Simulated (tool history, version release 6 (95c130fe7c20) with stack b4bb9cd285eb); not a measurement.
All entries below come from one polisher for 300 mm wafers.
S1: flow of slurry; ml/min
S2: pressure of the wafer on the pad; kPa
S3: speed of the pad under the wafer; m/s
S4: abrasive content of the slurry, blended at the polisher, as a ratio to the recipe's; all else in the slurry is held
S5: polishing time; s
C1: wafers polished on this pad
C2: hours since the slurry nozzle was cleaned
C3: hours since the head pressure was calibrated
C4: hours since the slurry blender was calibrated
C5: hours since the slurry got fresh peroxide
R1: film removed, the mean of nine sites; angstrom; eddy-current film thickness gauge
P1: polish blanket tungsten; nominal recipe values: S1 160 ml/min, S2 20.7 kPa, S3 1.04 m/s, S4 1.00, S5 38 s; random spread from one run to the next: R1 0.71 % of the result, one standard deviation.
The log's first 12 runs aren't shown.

run 13 hour=50.3 | S1=160 S2=20.7 S3=1.04 S4=0.60 S5=38 | C1=1059 C2=126.2 C3=463.5 C4=115.1 C5=106.2 | R1=1190.10
run 14 hour=52.8 | S1=160 S2=20.7 S3=1.04 S4=1.35 S5=38 | C1=1092 C2=128.7 C3=466.0 C4=117.6 C5=108.7 | R1=1435.90
run 15 hour=57.3 | S1=160 S2=20.7 S3=1.04 S4=1.00 S5=38 | C1=1150 C2=133.2 C3=470.5 C4=122.1 C5=113.2 | R1=1338.00
run 16 hour=62.2 | S1=160 S2=20.7 S3=1.04 S4=1.00 S5=38 | C1=1214 C2=138.1 C3=475.4 C4=127.0 C5=118.1 | R1=1351.50
-- hour=63.3 head pressure recalibrated
run 17 hour=65.5 | S1=160 S2=20.7 S3=1.04 S4=1.00 S5=38 | C1=1257 C2=141.4 C3=2.2 C4=130.3 C5=121.4 | R1=1341.20
run 18 hour=68.4 | S1=160 S2=20.7 S3=1.54 S4=1.00 S5=38 | C1=1295 C2=144.3 C3=5.1 C4=133.2 C5=124.3 | R1=2000.10
run 19 hour=72.5 | S1=160 S2=20.7 S3=1.04 S4=1.00 S5=38 | C1=1348 C2=148.4 C3=9.2 C4=137.3 C5=128.4 | R1=1351.80
run 20 hour=75.9 | S1=160 S2=20.7 S3=1.04 S4=1.00 S5=38 | C1=1392 C2=151.8 C3=12.6 C4=140.7 C5=131.8 | R1=1314.20
run 21 hour=79.7 | S1=160 S2=20.7 S3=1.04 S4=1.00 S5=38 | C1=1441 C2=155.6 C3=16.4 C4=144.5 C5=135.6 | R1=1289.00
run 22 hour=85.1 | S1=160 S2=20.7 S3=1.04 S4=1.00 S5=38 | C1=1512 C2=161.0 C3=21.8 C4=149.9 C5=141.0 | R1=1267.70
run 23 hour=87.8 | S1=160 S2=20.7 S3=1.04 S4=1.00 S5=38 | C1=1547 C2=163.7 C3=24.5 C4=152.6 C5=143.7 | R1=1252.10
-- hour=89.5 worn pad replaced by a new one
run 24 hour=90.4 | S1=160 S2=20.7 S3=1.04 S4=1.00 S5=38 | C1=12 C2=166.3 C3=27.1 C4=155.2 C5=146.3 | R1=1268.40
run 25 hour=94.4 | S1=160 S2=20.7 S3=1.04 S4=1.00 S5=38 | C1=64 C2=170.3 C3=31.1 C4=159.2 C5=150.3 | R1=1246.20
-- hour=99.0 head pressure recalibrated
run 26 hour=99.3 | S1=160 S2=20.7 S3=1.04 S4=1.00 S5=38 | C1=128 C2=175.2 C3=0.4 C4=164.1 C5=155.2 | R1=1242.70

Expected results for the next run?
run 27 hour=103.2 | S1=160 S2=20.7 S3=1.04 S4=1.00 S5=38 | C1=179 C2=179.1 C3=4.3 C4=168.0 C5=159.1 | R1=?

R1: 1236.20 angstrom
